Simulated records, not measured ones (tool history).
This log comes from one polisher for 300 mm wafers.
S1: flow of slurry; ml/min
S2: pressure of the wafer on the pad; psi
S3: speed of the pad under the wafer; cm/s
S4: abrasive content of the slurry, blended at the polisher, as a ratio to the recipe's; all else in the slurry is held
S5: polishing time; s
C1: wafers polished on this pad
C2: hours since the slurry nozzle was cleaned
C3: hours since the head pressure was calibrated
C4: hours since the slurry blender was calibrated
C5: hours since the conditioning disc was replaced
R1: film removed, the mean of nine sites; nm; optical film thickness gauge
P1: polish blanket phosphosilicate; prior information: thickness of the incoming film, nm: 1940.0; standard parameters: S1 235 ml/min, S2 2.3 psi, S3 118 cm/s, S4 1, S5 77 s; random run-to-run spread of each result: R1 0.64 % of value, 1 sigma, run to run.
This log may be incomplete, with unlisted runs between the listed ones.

run 1 hour=15.1 | S1=235 S2=2.3 S3=118 S4=1 S5=77 | C1=866 C2=143.1 C3=611.5 C4=165.4 C5=199.1 | R1=488.57
run 2 hour=23.3 | S1=235 S2=1.2 S3=118 S4=1 S5=77 | C1=977 C2=151.3 C3=619.7 C4=173.6 C5=207.3 | R1=257.5
run 3 hour=41.8 | S1=235 S2=2.3 S3=166 S4=1.4 S5=77 | C1=1229 C2=169.8 C3=638.2 C4=192.1 C5=225.8 | R1=743.83
run 4 hour=56.7 | S1=235 S2=2.3 S3=184 S4=1 S5=77 | C1=1432 C2=184.7 C3=653.1 C4=207 C5=240.7 | R1=696.97
run 5 hour=69.8 | S1=235 S2=2.3 S3=118 S4=1.45 S5=77 | C1=1610 C2=197.8 C3=666.2 C4=220.1 C5=253.8 | R1=572.35
run 6 hour=82 | S1=310 S2=1.2 S3=118 S4=1 S5=77 | C1=1776 C2=210 C3=678.4 C4=232.3 C5=266 | R1=263.92
run 7 hour=97.9 | S1=235 S2=2.3 S3=118 S4=1 S5=77 | C1=1992 C2=225.9 C3=694.3 C4=248.2 C5=281.9 | R1=488.37
run 8 hour=111.4 | S1=235 S2=2.3 S3=118 S4=1 S5=77 | C1=2176 C2=239.4 C3=707.8 C4=261.7 C5=295.4 | R1=488.81
run 9 hour=126.4 | S1=330 S2=2.3 S3=118 S4=1 S5=77 | C1=2380 C2=254.4 C3=722.8 C4=276.7 C5=310.4 | R1=508.89
run 10 hour=139.9 | S1=235 S2=2.3 S3=118 S4=0.65 S5=77 | C1=2563 C2=267.9 C3=736.3 C4=290.2 C5=323.9 | R1=401.73
run 11 hour=148.7 | S1=140 S2=2.3 S3=118 S4=1 S5=77 | C1=2683 C2=276.7 C3=745.1 C4=299 C5=332.7 | R1=457.5
run 12 hour=160.3 | S1=235 S2=2.3 S3=72 S4=1 S5=77 | C1=2841 C2=288.3 C3=756.7 C4=310.6 C5=344.3 | R1=331.47
run 13 hour=169.4 | S1=235 S2=2.3 S3=118 S4=1 S5=77 | C1=2965 C2=297.4 C3=765.8 C4=319.7 C5=353.4 | R1=486.97
run 14 hour=179.6 | S1=235 S2=2.3 S3=118 S4=1 S5=35 | C1=3103 C2=307.6 C3=776 C4=329.9 C5=363.6 | R1=220.97
run 15 hour=196.7 | S1=235 S2=2.3 S3=118 S4=1 S5=120 | C1=3336 C2=324.7 C3=793.1 C4=347 C5=380.7 | R1=764.95
run 16 hour=209.6 | S1=235 S2=3.3 S3=118 S4=1 S5=77 | C1=3512 C2=337.6 C3=806 C4=359.9 C5=393.6 | R1=694.11
run 17 hour=225.3 | S1=235 S2=2.3 S3=118 S4=1 S5=77 | C1=3725 C2=353.3 C3=821.7 C4=375.6 C5=409.3 | R1=490.25
run 18 hour=233.7 | S1=235 S2=2.3 S3=118 S4=1 S5=77 | C1=3839 C2=361.7 C3=830.1 C4=384 C5=417.7 | R1=476.36
run 19 hour=243.2 | S1=235 S2=2.3 S3=118 S4=1 S5=77 | C1=3969 C2=371.2 C3=839.6 C4=393.5 C5=427.2 | R1=461.85
run 20 hour=257.1 | S1=235 S2=2.3 S3=118 S4=1 S5=77 | C1=4158 C2=385.1 C3=853.5 C4=407.4 C5=441.1 | R1=444.41
run 21 hour=267 | S1=235 S2=2.3 S3=118 S4=1 S5=77 | C1=4292 C2=395 C3=863.4 C4=417.3 C5=451 | R1=442.32
-- hour=274.9 slurry nozzle cleaned
run 22 hour=276.6 | S1=235 S2=2.3 S3=118 S4=1 S5=77 | C1=4423 C2=1.7 C3=873 C4=426.9 C5=460.6 | R1=435.63
-- hour=281 head pressure recalibrated
-- hour=289.2 conditioning disc replaced and pad reconditioned
run 23 hour=290.6 | S1=235 S2=2.3 S3=118 S4=1 S5=77 | C1=4613 C2=15.7 C3=9.7 C4=440.9 C5=1.4 | R1=429.23
run 24 hour=305.4 | S1=235 S2=2.3 S3=118 S4=1 S5=77 | C1=4815 C2=30.5 C3=24.5 C4=455.7 C5=16.2 | R1=425.66
run 25 hour=318.2 | S1=235 S2=2.3 S3=118 S4=1 S5=77 | C1=4989 C2=43.3 C3=37.3 C4=468.5 C5=29 | R1=430.17

What will run 26 give?
run 26 hour=333.1 | S1=235 S2=2.3 S3=118 S4=1 S5=77 | C1=5192 C2=58.2 C3=52.2 C4=483.4 C5=43.9 | R1=?

{"run 26": {"R1": 431.1}}
